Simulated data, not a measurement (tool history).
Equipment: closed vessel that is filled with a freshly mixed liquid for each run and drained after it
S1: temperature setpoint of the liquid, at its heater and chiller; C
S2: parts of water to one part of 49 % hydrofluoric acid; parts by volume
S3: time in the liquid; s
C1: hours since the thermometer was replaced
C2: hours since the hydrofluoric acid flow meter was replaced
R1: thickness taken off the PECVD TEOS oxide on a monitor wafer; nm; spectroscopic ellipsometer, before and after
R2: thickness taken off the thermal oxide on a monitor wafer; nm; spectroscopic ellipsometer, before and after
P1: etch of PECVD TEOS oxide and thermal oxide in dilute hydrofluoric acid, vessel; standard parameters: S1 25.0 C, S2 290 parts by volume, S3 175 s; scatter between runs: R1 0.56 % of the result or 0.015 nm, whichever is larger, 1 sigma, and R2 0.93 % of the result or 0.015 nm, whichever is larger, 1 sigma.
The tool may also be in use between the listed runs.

| run | hour | S1 | S2 | S3 | C1 | C2 | R1 | R2 |
|---|---|---|---|---|---|---|---|---|
| 1 | 10.2 | 25.0 | 290 | 175 | 390.8 | 286.6 | 5.51080 | 2.43680 |
| 2 | 18.1 | 28.5 | 70 | 175 | 398.7 | 294.5 | 33.90800 | 14.76100 |
| 3 | 29.5 | 25.0 | 290 | 285 | 410.1 | 305.9 | 9.00580 | 3.90950 |
| 4 | 44.9 | 25.0 | 290 | 175 | 425.5 | 321.3 | 5.53630 | 2.50170 |
| 5 | 57.1 | 25.0 | 290 | 30 | 437.7 | 333.5 | 0.93546 | 0.41729 |
| 6 | 69.4 | 25.0 | 290 | 175 | 450.0 | 345.8 | 5.56290 | 2.43080 |
| 7 | 76.5 | 17.0 | 290 | 175 | 457.1 | 352.9 | 4.20090 | 1.84350 |
| 8 | 86.6 | 25.0 | 290 | 175 | 467.2 | 363.0 | 5.53760 | 2.45000 |
| 9 | 97.8 | 31.0 | 110 | 175 | 478.4 | 374.2 | 22.53000 | 9.84330 |
|  | 98.1 | thermometer replaced |
| 10 | 112.6 | 32.0 | 290 | 175 | 14.5 | 389.0 | 6.90880 | 3.09430 |
| 11 | 127.0 | 25.0 | 60 | 175 | 28.9 | 403.4 | 35.22400 | 15.51500 |
| 12 | 136.8 | 25.0 | 525 | 175 | 38.7 | 413.2 | 2.45920 | 1.08770 |
| 13 | 146.8 | 25.0 | 290 | 175 | 48.7 | 423.2 | 5.60650 | 2.43990 |
| 14 | 154.6 | 25.0 | 290 | 175 | 56.5 | 431.0 | 5.56670 | 2.41670 |
| 15 | 162.7 | 25.0 | 290 | 175 | 64.6 | 439.1 | 5.38610 | 2.36790 |
| 16 | 176.6 | 25.0 | 290 | 175 | 78.5 | 453.0 | 5.22090 | 2.30770 |
| 17 | 191.5 | 25.0 | 290 | 175 | 93.4 | 467.9 | 5.16590 | 2.27170 |
| 18 | 200.5 | 25.0 | 290 | 175 | 102.4 | 476.9 | 5.22430 | 2.29970 |
| 19 | 215.2 | 25.0 | 290 | 175 | 117.1 | 491.6 | 5.11930 | 2.24470 |
| 20 | 227.9 | 25.0 | 290 | 175 | 129.8 | 504.3 | 5.12370 | 2.25580 |
| 21 | 237.8 | 25.0 | 290 | 175 | 139.7 | 514.2 | 5.08210 | 2.23740 |

The log shows P1 creeping away from where it was. Any of the 2 causes listed here, at the size stated for it, fits the log just as well as the others:
A: liquid colder than its thermometer reads (K) = 2.33
B: hydrofluoric acid flow below the setpoint (%) = 6.07
The creep began at about hour 154.6.

4 check runs are offered, each on 2 wafers whose results are averaged, their results left as question marks. Which one tells the causes apart?
| check 1 | 247.7 | 18.5 | 495 | 175 |  |  | ? | ? |
| check 2 | 247.7 | 21.0 | 455 | 175 |  |  | ? | ? |
| check 3 | 247.7 | 18.0 | 75 | 175 |  |  | ? | ? |
| check 4 | 247.7 | 31.0 | 290 | 175 |  |  | ? | ? |

Predicted outcomes, by check and by cause:
| check | result | if A | if B |
|---|---|---|---|
| check 1 | R1 | 2.01050 | 1.99820 |
| check 1 | R2 | 0.88522 | 0.87981 |
| check 2 | R1 | 2.45780 | 2.43990 |
| check 2 | R2 | 1.08220 | 1.07430 |
| check 3 | R1 | 18.54100 | 19.14200 |
| check 3 | R2 | 8.16390 | 8.42850 |
| check 4 | R1 | 6.27250 | 6.22280 |
| check 4 | R2 | 2.76180 | 2.74000 |
Separation of the two closest causes in each check, using whichever result separates them best: check 1 0.61 %; check 2 0.73 %; check 3 3.19 %; check 4 0.79 %
Check 3 tells the causes apart: in the others they would give nearly the same result.

With check 3 done, the readings were: R1 18.65500 nm; R2 8.20540 nm. Identify which of the listed causes applies.

Of the candidate causes, it is A: liquid colder than its thermometer reads (K).
